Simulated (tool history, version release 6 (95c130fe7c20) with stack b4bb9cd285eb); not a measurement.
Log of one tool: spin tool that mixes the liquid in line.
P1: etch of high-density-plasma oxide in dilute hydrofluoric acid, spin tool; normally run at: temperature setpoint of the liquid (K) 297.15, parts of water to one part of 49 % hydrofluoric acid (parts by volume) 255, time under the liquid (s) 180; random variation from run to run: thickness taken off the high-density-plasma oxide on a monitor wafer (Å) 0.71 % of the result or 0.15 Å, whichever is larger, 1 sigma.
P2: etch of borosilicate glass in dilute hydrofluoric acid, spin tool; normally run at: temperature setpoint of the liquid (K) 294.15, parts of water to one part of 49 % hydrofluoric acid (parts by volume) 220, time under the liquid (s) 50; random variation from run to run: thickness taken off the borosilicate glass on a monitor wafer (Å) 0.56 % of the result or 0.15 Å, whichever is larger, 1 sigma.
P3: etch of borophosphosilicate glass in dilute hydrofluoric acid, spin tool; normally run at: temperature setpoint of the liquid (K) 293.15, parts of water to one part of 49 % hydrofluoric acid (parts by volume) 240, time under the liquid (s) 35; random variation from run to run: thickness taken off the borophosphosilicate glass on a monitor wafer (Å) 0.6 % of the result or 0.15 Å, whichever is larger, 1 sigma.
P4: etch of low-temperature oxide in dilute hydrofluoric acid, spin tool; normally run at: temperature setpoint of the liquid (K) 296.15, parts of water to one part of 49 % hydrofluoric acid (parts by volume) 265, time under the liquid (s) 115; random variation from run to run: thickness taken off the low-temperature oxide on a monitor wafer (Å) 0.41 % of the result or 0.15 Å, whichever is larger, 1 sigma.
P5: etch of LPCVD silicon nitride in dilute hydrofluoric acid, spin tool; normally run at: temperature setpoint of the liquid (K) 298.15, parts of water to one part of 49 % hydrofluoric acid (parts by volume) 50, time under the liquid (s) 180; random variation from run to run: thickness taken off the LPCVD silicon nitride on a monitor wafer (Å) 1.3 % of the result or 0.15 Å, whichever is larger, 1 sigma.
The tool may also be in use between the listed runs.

| run | hour | process that ran | temperature setpoint of the liquid (K) | parts of water to one part of 49 % hydrofluoric acid (parts by volume) | time under the liquid (s) | hours since the thermometer was replaced | hours since the hydrofluoric acid flow meter was replaced | thickness taken off the high-density-plasma oxide on a monitor wafer (Å) | thickness taken off the low-temperature oxide on a monitor wafer (Å) | thickness taken off the borophosphosilicate glass on a monitor wafer (Å) | thickness taken off the borosilicate glass on a monitor wafer (Å) | thickness taken off the LPCVD silicon nitride on a monitor wafer (Å) |
|---|---|---|---|---|---|---|---|---|---|---|---|---|
| 1 | 13.5 | P1 | 297.15 | 255 | 180 | 2235.2 | 681.5 | 29.881 |  |  |  |  |
| 2 | 27.7 | P1 | 297.15 | 255 | 295 | 2249.4 | 695.7 | 48.6 |  |  |  |  |
| 3 | 45.7 | P1 | 290.65 | 255 | 180 | 2267.4 | 713.7 | 23.77 |  |  |  |  |
| 4 | 57.6 | P1 | 291.65 | 255 | 355 | 2279.3 | 725.6 | 47.871 |  |  |  |  |
| 5 | 68.9 | P4 | 296.15 | 150 | 115 | 2290.6 | 736.9 |  | 146.89 |  |  |  |
| 6 | 80.8 | P1 | 297.15 | 255 | 180 | 2302.5 | 748.8 | 29.683 |  |  |  |  |
| 7 | 92.9 | P3 | 300.65 | 240 | 35 | 2314.6 | 760.9 |  |  | 72.189 |  |  |
| 8 | 109.1 | P3 | 293.15 | 240 | 35 | 2330.8 | 777.1 |  |  | 54.806 |  |  |
|  | 123.9 | hydrofluoric acid flow meter replaced |
| 9 | 124.3 | P4 | 296.15 | 265 | 115 | 2346 | 0.4 |  | 73.898 |  |  |  |
| 10 | 136.4 | P2 | 294.15 | 220 | 90 | 2358.1 | 12.5 |  |  |  | 132.1 |  |
| 11 | 153 | P3 | 293.15 | 125 | 35 | 2374.7 | 29.1 |  |  | 117.33 |  |  |
| 12 | 165.1 | P4 | 302.15 | 265 | 115 | 2386.8 | 41.2 |  | 90.278 |  |  |  |
| 13 | 177.7 | P5 | 298.15 | 25 | 180 | 2399.4 | 53.8 |  |  |  |  | 33.023 |
| 14 | 194 | P5 | 298.15 | 50 | 45 | 2415.7 | 70.1 |  |  |  |  | 4.4449 |
| 15 | 206.3 | P5 | 298.15 | 50 | 180 | 2428 | 82.4 |  |  |  |  | 16.981 |
| 16 | 219.5 | P1 | 297.15 | 50 | 180 | 2441.2 | 95.6 | 190.74 |  |  |  |  |
| 17 | 237.5 | P1 | 297.15 | 255 | 55 | 2459.2 | 113.6 | 8.9601 |  |  |  |  |
| 18 | 253.8 | P2 | 294.15 | 330 | 50 | 2475.5 | 129.9 |  |  |  | 43.791 |  |
| 19 | 268.6 | P1 | 297.15 | 395 | 180 | 2490.3 | 144.7 | 17.048 |  |  |  |  |
| 20 | 282.2 | P1 | 297.15 | 255 | 180 | 2503.9 | 158.3 | 30.004 |  |  |  |  |
| 21 | 295.3 | P4 | 296.15 | 265 | 185 | 2517 | 171.4 |  | 118.4 |  |  |  |
| 22 | 305.6 | P1 | 301.65 | 255 | 180 | 2527.3 | 181.7 | 35.293 |  |  |  |  |
| 23 | 319.9 | P4 | 296.15 | 265 | 115 | 2541.6 | 196 |  | 73.728 |  |  |  |
| 24 | 332.5 | P2 | 294.15 | 220 | 50 | 2554.2 | 208.6 |  |  |  | 73.698 |  |
| 25 | 348.4 | P1 | 297.15 | 255 | 180 | 2570.1 | 224.5 | 30.322 |  |  |  |  |
| 26 | 362.5 | P5 | 298.15 | 50 | 180 | 2584.2 | 238.6 |  |  |  |  | 17.231 |
| 27 | 370.4 | P3 | 293.15 | 240 | 65 | 2592.1 | 246.5 |  |  | 101.53 |  |  |
| 28 | 386.1 | P1 | 302.15 | 140 | 180 | 2607.8 | 262.2 | 74.56 |  |  |  |  |
| 29 | 402.5 | P5 | 292.65 | 50 | 180 | 2624.2 | 278.6 |  |  |  |  | 11.772 |
|  | 411.2 | thermometer replaced |
| 30 | 418.7 | P1 | 297.15 | 120 | 310 | 7.6 | 294.8 | 127.43 |  |  |  |  |
| 31 | 434.9 | P2 | 300.65 | 220 | 50 | 23.8 | 311 |  |  |  | 92.447 |  |
| 32 | 445.2 | P1 | 297.15 | 255 | 180 | 34.1 | 321.3 | 29.72 |  |  |  |  |
| 33 | 463.1 | P1 | 297.15 | 255 | 180 | 52 | 339.2 | 30.15 |  |  |  |  |
| 34 | 475.6 | P1 | 297.15 | 255 | 180 | 64.5 | 351.7 | 29.513 |  |  |  |  |
| 35 | 486.8 | P1 | 297.15 | 255 | 180 | 75.7 | 362.9 | 29.392 |  |  |  |  |
| 36 | 498.8 | P1 | 297.15 | 255 | 180 | 87.7 | 374.9 | 28.669 |  |  |  |  |
| 37 | 511.9 | P1 | 297.15 | 255 | 180 | 100.8 | 388 | 28.772 |  |  |  |  |
| 38 | 522.6 | P1 | 297.15 | 255 | 180 | 111.5 | 398.7 | 27.97 |  |  |  |  |
| 39 | 540.7 | P1 | 297.15 | 255 | 180 | 129.6 | 416.8 | 28.334 |  |  |  |  |
| 40 | 555.4 | P1 | 297.15 | 255 | 180 | 144.3 | 431.5 | 28.006 |  |  |  |  |
| 41 | 571.6 | P1 | 297.15 | 255 | 180 | 160.5 | 447.7 | 28.224 |  |  |  |  |
| 42 | 580 | P1 | 297.15 | 255 | 180 | 168.9 | 456.1 | 28.163 |  |  |  |  |

What P1 gives has crept away from where it was. These 2 causes fit the log equally well, each at the size given:
A: liquid colder than its thermometer reads (K) = 1.67
B: hydrofluoric acid flow below the setpoint (%) = 4.64
The creep began at about hour 463.1.

4 check runs are offered, each on 3 wafers whose results are averaged, their results left as question marks. Which one tells the causes apart?
| check 1 | 588.4 | P3 | 293.15 | 240 | 35 |  |  |  |  | ? |  |  |
| check 2 | 588.4 | P5 | 298.15 | 50 | 180 |  |  |  |  |  |  | ? |
| check 3 | 588.4 | P2 | 294.15 | 220 | 50 |  |  |  |  |  | ? |  |
| check 4 | 588.4 | P4 | 296.15 | 265 | 115 |  |  |  | ? |  |  |  |

What each check would give under each cause:
| check | result | if A | if B |
|---|---|---|---|
| check 1 | thickness taken off the borophosphosilicate glass on a monitor wafer (Å) | 51.534 | 51.8 |
| check 2 | thickness taken off the LPCVD silicon nitride on a monitor wafer (Å) | 15.165 | 16.199 |
| check 3 | thickness taken off the borosilicate glass on a monitor wafer (Å) | 68.802 | 69.193 |
| check 4 | thickness taken off the low-temperature oxide on a monitor wafer (Å) | 69.23 | 69.262 |
How far apart the two closest causes lie, in the result that separates them most: check 1 0.52 %; check 2 6.59 %; check 3 0.57 %; check 4 0.05 %
Check 2 tells the causes apart: in the others they would give nearly the same result.

Check 2 was then run and gave: thickness taken off the LPCVD silicon nitride on a monitor wafer (Å) 16.111. Which cause is it?

It is B: hydrofluoric acid flow below the setpoint (%).

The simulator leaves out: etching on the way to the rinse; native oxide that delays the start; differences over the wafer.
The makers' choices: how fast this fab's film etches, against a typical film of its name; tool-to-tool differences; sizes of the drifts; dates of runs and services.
